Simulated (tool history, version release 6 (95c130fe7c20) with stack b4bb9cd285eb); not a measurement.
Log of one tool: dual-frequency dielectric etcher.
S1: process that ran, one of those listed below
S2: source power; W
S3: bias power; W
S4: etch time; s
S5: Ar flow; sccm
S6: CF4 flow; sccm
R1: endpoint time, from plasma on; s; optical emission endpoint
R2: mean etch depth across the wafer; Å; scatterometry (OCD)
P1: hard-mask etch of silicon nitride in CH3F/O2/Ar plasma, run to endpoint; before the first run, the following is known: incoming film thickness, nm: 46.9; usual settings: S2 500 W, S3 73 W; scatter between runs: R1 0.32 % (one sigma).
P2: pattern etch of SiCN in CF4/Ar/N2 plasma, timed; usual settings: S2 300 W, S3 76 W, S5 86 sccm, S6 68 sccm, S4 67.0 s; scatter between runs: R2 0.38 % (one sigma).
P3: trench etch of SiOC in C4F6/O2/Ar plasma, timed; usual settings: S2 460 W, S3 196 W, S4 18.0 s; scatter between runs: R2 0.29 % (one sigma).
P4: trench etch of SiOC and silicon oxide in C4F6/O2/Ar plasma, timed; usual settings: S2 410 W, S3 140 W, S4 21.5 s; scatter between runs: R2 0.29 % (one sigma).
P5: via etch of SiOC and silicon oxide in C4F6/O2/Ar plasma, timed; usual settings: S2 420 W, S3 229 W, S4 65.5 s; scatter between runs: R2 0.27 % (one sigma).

| run | hour | S1 | S2 | S3 | S4 | S5 | S6 | R1 | R2 |
|---|---|---|---|---|---|---|---|---|---|
| 1 | 8.7 | P1 | 500 | 73 |  |  |  | 63.403 |  |
| 2 | 22.7 | P1 | 500 | 73 |  |  |  | 63.567 |  |
| 3 | 37.0 | P4 | 410 | 140 | 27.5 |  |  |  | 508.29 |
| 4 | 47.1 | P5 | 420 | 325 | 65.5 |  |  |  | 934.07 |
| 5 | 54.3 | P1 | 500 | 73 |  |  |  | 63.690 |  |
| 6 | 68.4 | P2 | 300 | 46 | 67.0 | 86 | 68 |  | 345.25 |
| 7 | 81.9 | P1 | 580 | 45 |  |  |  | 70.122 |  |
|  | 88.2 | wet clean of the chamber |
| 8 | 91.5 | P3 | 460 | 196 | 23.5 |  |  |  | 522.01 |
| 9 | 99.6 | P4 | 410 | 140 | 21.5 |  |  |  | 399.04 |
| 10 | 110.1 | P1 | 500 | 73 |  |  |  | 63.887 |  |
| 11 | 124.1 | P2 | 300 | 76 | 67.0 | 86 | 52 |  | 393.54 |
| 12 | 138.0 | P5 | 420 | 229 | 65.5 |  |  |  | 823.21 |
| 13 | 144.6 | P1 | 590 | 73 |  |  |  | 59.639 |  |
|  | 152.3 | source power generator calibrated |
| 14 | 152.7 | P2 | 300 | 76 | 67.0 | 104 | 68 |  | 397.75 |
| 15 | 162.8 | P4 | 410 | 140 | 21.5 |  |  |  | 400.02 |
| 16 | 177.1 | P2 | 300 | 76 | 67.0 | 86 | 68 |  | 408.96 |
| 17 | 190.1 | P1 | 500 | 103 |  |  |  | 56.037 |  |
| 18 | 196.9 | P4 | 410 | 171 | 21.5 |  |  |  | 422.88 |
| 19 | 204.5 | P5 | 420 | 229 | 65.5 |  |  |  | 827.10 |
| 20 | 214.2 | P1 | 500 | 73 |  |  |  | 63.469 |  |
| 21 | 223.3 | P2 | 300 | 76 | 90.5 | 86 | 68 |  | 553.32 |
| 22 | 236.3 | P5 | 560 | 229 | 65.5 |  |  |  | 923.40 |
| 23 | 248.5 | P1 | 500 | 73 |  |  |  | 63.689 |  |
| 24 | 260.6 | P4 | 330 | 140 | 21.5 |  |  |  | 367.67 |
| 25 | 273.7 | P2 | 300 | 76 | 67.0 | 86 | 68 |  | 410.24 |
| 26 | 286.9 | P1 | 610 | 47 |  |  |  | 67.166 |  |
| 27 | 298.5 | P3 | 460 | 196 | 18.0 |  |  |  | 400.87 |
| 28 | 311.0 | P2 | 360 | 76 | 67.0 | 86 | 68 |  | 481.35 |
| 29 | 318.1 | P3 | 460 | 232 | 18.0 |  |  |  | 424.25 |
| 30 | 330.9 | P5 | 420 | 229 | 94.5 |  |  |  | 1188.40 |
| 31 | 341.2 | P1 | 500 | 73 |  |  |  | 63.440 |  |
| 32 | 347.5 | P1 | 500 | 54 |  |  |  | 70.335 |  |
| 33 | 360.5 | P1 | 360 | 93 |  |  |  | 65.907 |  |
| 34 | 373.7 | P1 | 370 | 73 |  |  |  | 71.149 |  |
| 35 | 385.2 | P3 | 660 | 196 | 18.0 |  |  |  | 459.98 |
| 36 | 398.0 | P1 | 500 | 73 |  |  |  | 63.411 |  |

Forecast run 37:
| 37 | 410.5 | P1 | 500 | 73 |  |  |  | ? |  |

{"run 37": {"R1": 63.767}}
